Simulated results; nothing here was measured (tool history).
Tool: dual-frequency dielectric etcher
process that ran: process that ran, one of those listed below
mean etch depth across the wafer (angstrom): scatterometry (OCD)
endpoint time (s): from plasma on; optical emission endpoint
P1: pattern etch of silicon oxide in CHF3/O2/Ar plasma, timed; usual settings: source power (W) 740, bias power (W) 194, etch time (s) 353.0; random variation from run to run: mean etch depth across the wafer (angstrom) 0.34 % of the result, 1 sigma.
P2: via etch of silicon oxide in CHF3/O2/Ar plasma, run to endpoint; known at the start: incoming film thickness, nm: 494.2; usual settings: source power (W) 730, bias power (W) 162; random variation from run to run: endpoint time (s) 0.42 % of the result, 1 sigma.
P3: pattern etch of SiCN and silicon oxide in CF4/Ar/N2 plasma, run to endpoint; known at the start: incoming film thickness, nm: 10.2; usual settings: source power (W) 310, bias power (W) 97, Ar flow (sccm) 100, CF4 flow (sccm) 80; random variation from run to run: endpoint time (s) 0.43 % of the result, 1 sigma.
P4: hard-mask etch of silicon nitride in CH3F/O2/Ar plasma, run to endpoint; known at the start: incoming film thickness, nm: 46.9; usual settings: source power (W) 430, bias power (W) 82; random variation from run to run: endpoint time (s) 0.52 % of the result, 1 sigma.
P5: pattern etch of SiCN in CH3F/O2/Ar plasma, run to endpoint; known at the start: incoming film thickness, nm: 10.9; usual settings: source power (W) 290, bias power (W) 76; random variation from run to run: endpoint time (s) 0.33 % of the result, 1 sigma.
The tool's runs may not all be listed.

run   hour  process that ran  source power (W)  bias power (W)  etch time (s)  Ar flow (sccm)  CF4 flow (sccm)  mean etch depth across the wafer (angstrom)  endpoint time (s)
  1   10.3                P1               740             194          353.0                                                                        7770.1
  2   21.2                P1               740             139          353.0                                                                        6943.9
  3   28.9                P4               320              82                                                                                                          70.871
  4   42.7                P4               430              67                                                                                                          67.492
  5   57.4                P1               740             194          353.0                                                                        7734.9
      60.3  -- wet clean of the chamber
  6   67.3                P5               290              76                                                                                                          31.067
  7   75.7                P1               740             194          353.0                                                                        7762.2
  8   91.7                P3               310              69                            100               80                                                          16.020
  9  104.5                P5               290             103                                                                                                          27.764
 10  119.5                P4               430              82                                                                                                          63.531
 11  132.3                P1               510             194          353.0                                                                        6756.0
 12  141.0                P1               740             194          257.5                                                                        5677.7
 13  150.1                P3               380              97                            100               80                                                          11.874
 14  157.5                P1               740             194          353.0                                                                        7747.7
 15  173.2                P1               920             194          353.0                                                                        8426.4
 16  188.4                P2               730             162                                                                                                         239.880
 17  200.1                P2               730             162                                                                                                         240.490
 18  213.4                P3               310              97                             80               80                                                          13.754
 19  227.3                P5               290              76                                                                                                          31.099
 20  236.4                P5               180              76                                                                                                          37.084
 21  251.6                P1               740             265          505.5                                                                       12397.0
 22  263.4                P1               740             194          353.0                                                                        7725.4
 23  276.7                P2              1010             162                                                                                                         212.940
 24  288.2                P4               430              82                                                                                                          63.607
     290.9  -- source power generator calibrated
 25  298.1                P1               740             194          353.0                                                                        7724.9
 26  308.0                P3               310              97                            100               80                                                          14.130
 27  321.0                P3               310              97                            100               80                                                          14.094
 28  330.7                P1               470             238          353.0                                                                        7001.7
 29  342.1                P1               740             194          353.0                                                                        7800.5
 30  357.7                P2               730             227                                                                                                         216.100
 31  368.1                P1               530             194          431.0                                                                        8342.7
 32  378.0                P1               740             238          353.0                                                                        8280.8
 33  389.1                P1               740             194          504.5                                                                       11082.0
 34  401.3                P3               310              97                            100               61                                                          14.596
 35  409.2                P1               740             194          353.0                                                                        7756.8
 36  419.4                P1               740             194          353.0                                                                        7732.7
 37  426.7                P1               740             194          353.0                                                                        7675.1
 38  434.6                P1               740             194          353.0                                                                        7675.3
 39  443.8                P1               740             194          353.0                                                                        7654.3
 40  454.5                P1               740             194          353.0                                                                        7655.8
 41  462.4                P1               740             194          353.0                                                                        7617.8
     475.2  -- wet clean of the chamber
 42  475.2                P1               740             194          353.0                                                                        7652.9
 43  487.9                P1               740             194          353.0                                                                        7608.2
 44  496.6                P1               740             194          353.0                                                                        7628.5
 45  504.3                P1               740             194          353.0                                                                        7600.1

What P1 gives has crept away from where it was. These 2 causes fit the log equally well, each at the size given:
A: source power that arrives under what is set, % = 4.36
B: bias power that arrives under what is set, % = 4.96
The creep began at about hour 409.2.
Why every other cause is out:
chamber walls in a state that lowers the etch rate, %: serviced at hour 475.2, which brought nothing back

4 check runs are offered, each on 3 wafers whose results are averaged, their results left as question marks. Which one tells the causes apart?
check 1  512.0                P4               430              82                                                                                                               ?
check 2  512.0                P3               310              97                            100               80                                                               ?
check 3  512.0                P2               730             162                                                                                                               ?
check 4  512.0                P5               290              76                                                                                                               ?

What each check would give under each cause:
  check             result     if A     if B
check 1  endpoint time (s)   64.434   64.496
check 2  endpoint time (s)   14.683   14.382
check 3  endpoint time (s)  245.090  244.890
check 4  endpoint time (s)   31.685   31.747
How far apart the two closest causes lie, in the result that separates them most: check 1 0.1 %; check 2 2.08 %; check 3 0.08 %; check 4 0.19 %
Only check 2 tells the causes apart: in the others they would give nearly the same result.

Check 2 was then run and gave: endpoint time (s) 14.415. Which cause is it?

It is B: bias power that arrives under what is set, %.
